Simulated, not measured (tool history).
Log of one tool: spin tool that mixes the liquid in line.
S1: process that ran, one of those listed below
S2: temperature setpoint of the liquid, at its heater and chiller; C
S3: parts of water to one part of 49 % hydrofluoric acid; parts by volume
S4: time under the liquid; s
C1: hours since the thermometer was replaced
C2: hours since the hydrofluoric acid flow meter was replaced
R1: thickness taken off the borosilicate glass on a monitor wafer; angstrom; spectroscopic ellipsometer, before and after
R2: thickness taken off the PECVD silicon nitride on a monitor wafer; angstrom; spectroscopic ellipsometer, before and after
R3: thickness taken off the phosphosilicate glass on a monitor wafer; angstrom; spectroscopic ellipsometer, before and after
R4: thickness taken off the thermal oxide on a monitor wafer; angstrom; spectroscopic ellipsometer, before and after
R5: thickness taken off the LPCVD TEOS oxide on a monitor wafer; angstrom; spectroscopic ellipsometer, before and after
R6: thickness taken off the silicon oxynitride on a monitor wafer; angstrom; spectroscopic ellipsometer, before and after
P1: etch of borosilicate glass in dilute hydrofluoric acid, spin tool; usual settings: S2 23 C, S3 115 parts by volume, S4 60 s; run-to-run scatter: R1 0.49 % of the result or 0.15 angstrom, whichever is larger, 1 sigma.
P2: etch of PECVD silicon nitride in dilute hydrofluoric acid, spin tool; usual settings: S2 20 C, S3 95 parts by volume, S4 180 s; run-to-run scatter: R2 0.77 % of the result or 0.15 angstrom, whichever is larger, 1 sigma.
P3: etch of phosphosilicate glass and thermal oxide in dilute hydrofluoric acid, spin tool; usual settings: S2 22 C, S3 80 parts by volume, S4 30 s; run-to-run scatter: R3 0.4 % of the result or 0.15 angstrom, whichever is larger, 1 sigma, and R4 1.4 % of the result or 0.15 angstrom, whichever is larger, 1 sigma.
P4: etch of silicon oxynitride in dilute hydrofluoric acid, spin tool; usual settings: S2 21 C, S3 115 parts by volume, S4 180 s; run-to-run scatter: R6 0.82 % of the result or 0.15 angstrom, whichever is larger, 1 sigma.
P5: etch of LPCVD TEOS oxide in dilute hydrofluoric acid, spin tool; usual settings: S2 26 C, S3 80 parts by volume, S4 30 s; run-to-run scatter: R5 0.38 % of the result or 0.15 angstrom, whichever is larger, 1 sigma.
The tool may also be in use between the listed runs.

{"run": 1, "hour": 11.3, "S1": "P1", "S2": 23, "S3": 115, "S4": 60, "C1": 570.9, "C2": 328.8, "R1": 210.97}
{"run": 2, "hour": 19.7, "S1": "P2", "S2": 20, "S3": 95, "S4": 180, "C1": 579.3, "C2": 337.2, "R2": 31.052}
{"run": 3, "hour": 35.1, "S1": "P3", "S2": 22, "S3": 80, "S4": 55, "C1": 594.7, "C2": 352.6, "R3": 512.23, "R4": 29.649}
{"run": 4, "hour": 44.5, "S1": "P3", "S2": 22, "S3": 80, "S4": 30, "C1": 604.1, "C2": 362, "R3": 280.84, "R4": 15.943}
{"run": 5, "hour": 51.9, "S1": "P2", "S2": 20, "S3": 25, "S4": 180, "C1": 611.5, "C2": 369.4, "R2": 112.76}
{"run": 6, "hour": 66.9, "S1": "P5", "S2": 26, "S3": 80, "S4": 30, "C1": 626.5, "C2": 384.4, "R5": 143.43}
{"run": 7, "hour": 82.6, "S1": "P4", "S2": 21, "S3": 115, "S4": 180, "C1": 642.2, "C2": 400.1, "R6": 28.772}
{"run": 8, "hour": 94.5, "S1": "P1", "S2": 23, "S3": 115, "S4": 60, "C1": 654.1, "C2": 412, "R1": 210.62}
{"run": 9, "hour": 102.5, "S1": "P1", "S2": 23, "S3": 115, "S4": 60, "C1": 662.1, "C2": 420, "R1": 211.29}
{"run": 10, "hour": 115.0, "S1": "P5", "S2": 26, "S3": 80, "S4": 60, "C1": 674.6, "C2": 432.5, "R5": 288.08}
{"run": 11, "hour": 123.7, "S1": "P1", "S2": 23, "S3": 115, "S4": 60, "C1": 683.3, "C2": 441.2, "R1": 210.81}
{"run": 12, "hour": 135.5, "S1": "P1", "S2": 23, "S3": 115, "S4": 60, "C1": 695.1, "C2": 453, "R1": 211.78}
{"run": 13, "hour": 142.8, "S1": "P1", "S2": 31, "S3": 115, "S4": 60, "C1": 702.4, "C2": 460.3, "R1": 285.55}
{"run": 14, "hour": 156.3, "S1": "P1", "S2": 30.5, "S3": 165, "S4": 60, "C1": 715.9, "C2": 473.8, "R1": 184.45}
{"run": 15, "hour": 169.0, "S1": "P3", "S2": 22, "S3": 80, "S4": 30, "C1": 728.6, "C2": 486.5, "R3": 281.18, "R4": 15.905}
{"run": 16, "hour": 184.1, "S1": "P4", "S2": 27, "S3": 115, "S4": 180, "C1": 743.7, "C2": 501.6, "R6": 38.177}
{"run": 17, "hour": 192.6, "S1": "P5", "S2": 26, "S3": 130, "S4": 30, "C1": 752.2, "C2": 510.1, "R5": 82.674}
{"run": 18, "hour": 200.1, "S1": "P4", "S2": 21, "S3": 200, "S4": 180, "C1": 759.7, "C2": 517.6, "R6": 15.815}
{"run": 19, "hour": 212.8, "S1": "P3", "S2": 22, "S3": 135, "S4": 30, "C1": 772.4, "C2": 530.3, "R3": 155.96, "R4": 8.6375}
{"run": 20, "hour": 224.0, "S1": "P1", "S2": 23, "S3": 115, "S4": 60, "C1": 783.6, "C2": 541.5, "R1": 211.24}
{"run": 21, "hour": 233.9, "S1": "P1", "S2": 23, "S3": 115, "S4": 30, "C1": 793.5, "C2": 551.4, "R1": 106.69}
{"run": 22, "hour": 248.7, "S1": "P1", "S2": 23, "S3": 115, "S4": 60, "C1": 808.3, "C2": 566.2, "R1": 211.29}
{"run": 23, "hour": 259.8, "S1": "P2", "S2": 20, "S3": 95, "S4": 300, "C1": 819.4, "C2": 577.3, "R2": 51.869}
{"run": 24, "hour": 275.7, "S1": "P1", "S2": 23, "S3": 45, "S4": 60, "C1": 835.3, "C2": 593.2, "R1": 591.15}
{"run": 25, "hour": 286.6, "S1": "P4", "S2": 21, "S3": 115, "S4": 70, "C1": 846.2, "C2": 604.1, "R6": 11.055}
{"run": 26, "hour": 301.3, "S1": "P3", "S2": 17, "S3": 80, "S4": 30, "C1": 860.9, "C2": 618.8, "R3": 227.06, "R4": 13.049}
{"run": 27, "hour": 308.5, "S1": "P5", "S2": 32, "S3": 80, "S4": 30, "C1": 868.1, "C2": 626, "R5": 180.81}
{"run": 28, "hour": 324.2, "S1": "P1", "S2": 23, "S3": 215, "S4": 60, "C1": 883.8, "C2": 641.7, "R1": 101.38}
{"run": 29, "hour": 335.6, "S1": "P4", "S2": 21, "S3": 115, "S4": 180, "C1": 895.2, "C2": 653.1, "R6": 28.826}
{"run": 30, "hour": 351.4, "S1": "P1", "S2": 17, "S3": 115, "S4": 60, "C1": 911, "C2": 668.9, "R1": 163.67}
{"run": 31, "hour": 364.5, "S1": "P2", "S2": 25.5, "S3": 95, "S4": 180, "C1": 924.1, "C2": 682, "R2": 45.484}
{"run": 32, "hour": 374.6, "S1": "P1", "S2": 23, "S3": 115, "S4": 115, "C1": 934.2, "C2": 692.1, "R1": 404.86}
{"run": 33, "hour": 384.5, "S1": "P1", "S2": 23, "S3": 115, "S4": 60, "C1": 944.1, "C2": 702, "R1": 212.27}
{"run": 34, "hour": 393.9, "S1": "P1", "S2": 23, "S3": 115, "S4": 60, "C1": 953.5, "C2": 711.4, "R1": 205.88}
{"run": 35, "hour": 403.6, "S1": "P1", "S2": 23, "S3": 115, "S4": 60, "C1": 963.2, "C2": 721.1, "R1": 202.06}
{"run": 36, "hour": 414.5, "S1": "P1", "S2": 23, "S3": 115, "S4": 60, "C1": 974.1, "C2": 732, "R1": 200.54}
{"run": 37, "hour": 423.6, "S1": "P1", "S2": 23, "S3": 115, "S4": 60, "C1": 983.2, "C2": 741.1, "R1": 197.35}
{"run": 38, "hour": 438.9, "S1": "P1", "S2": 23, "S3": 115, "S4": 60, "C1": 998.5, "C2": 756.4, "R1": 196.35}
{"run": 39, "hour": 451.7, "S1": "P1", "S2": 23, "S3": 115, "S4": 60, "C1": 1011.3, "C2": 769.2, "R1": 196.53}
{"run": 40, "hour": 465.3, "S1": "P1", "S2": 23, "S3": 115, "S4": 60, "C1": 1024.9, "C2": 782.8, "R1": 196.62}
{"run": 41, "hour": 474.2, "S1": "P1", "S2": 23, "S3": 115, "S4": 60, "C1": 1033.8, "C2": 791.7, "R1": 195.81}
{"run": 42, "hour": 487.0, "S1": "P1", "S2": 23, "S3": 115, "S4": 60, "C1": 1046.6, "C2": 804.5, "R1": 194.33}

What P1 gives has crept away from where it was. These 2 causes fit the log equally well, each at the size given:
A: liquid colder than its thermometer reads (K) = 2.01
B: hydrofluoric acid flow below the setpoint (%) = 6.77
The creep began at about hour 384.5.

4 check runs are offered, one wafer each, their results left as question marks. Which one tells the causes apart?
{"run": "check 1", "hour": 499.8, "S1": "P2", "S2": 24.5, "S3": 95, "S4": 180, "R2": "?"}
{"run": "check 2", "hour": 499.8, "S1": "P5", "S2": 26, "S3": 120, "S4": 30, "R5": "?"}
{"run": "check 3", "hour": 499.8, "S1": "P4", "S2": 27, "S3": 195, "S4": 180, "R6": "?"}
{"run": "check 4", "hour": 499.8, "S1": "P3", "S2": 22, "S3": 80, "S4": 45, "R3": "?", "R4": "?"}

What each check would give under each cause:
check=check_1 result=R2 if_A=36.902 if_B=39.34
check=check_2 result=R5 if_A=84.182 if_B=83.919
check=check_3 result=R6 if_A=19.104 if_B=19.225
check=check_4 result=R3 if_A=386.64 if_B=388.91
check=check_4 result=R4 if_A=22.117 if_B=22.247
How far apart the two closest causes lie, in the result that separates them most: check 1 6.4 %; check 2 0.31 %; check 3 0.63 %; check 4 0.58 %
Check 1 tells the causes apart: in the others they would give nearly the same result.

Then check 1 was run and gave: R2 39.282 angstrom. Which cause is it?

It is B: hydrofluoric acid flow below the setpoint (%).

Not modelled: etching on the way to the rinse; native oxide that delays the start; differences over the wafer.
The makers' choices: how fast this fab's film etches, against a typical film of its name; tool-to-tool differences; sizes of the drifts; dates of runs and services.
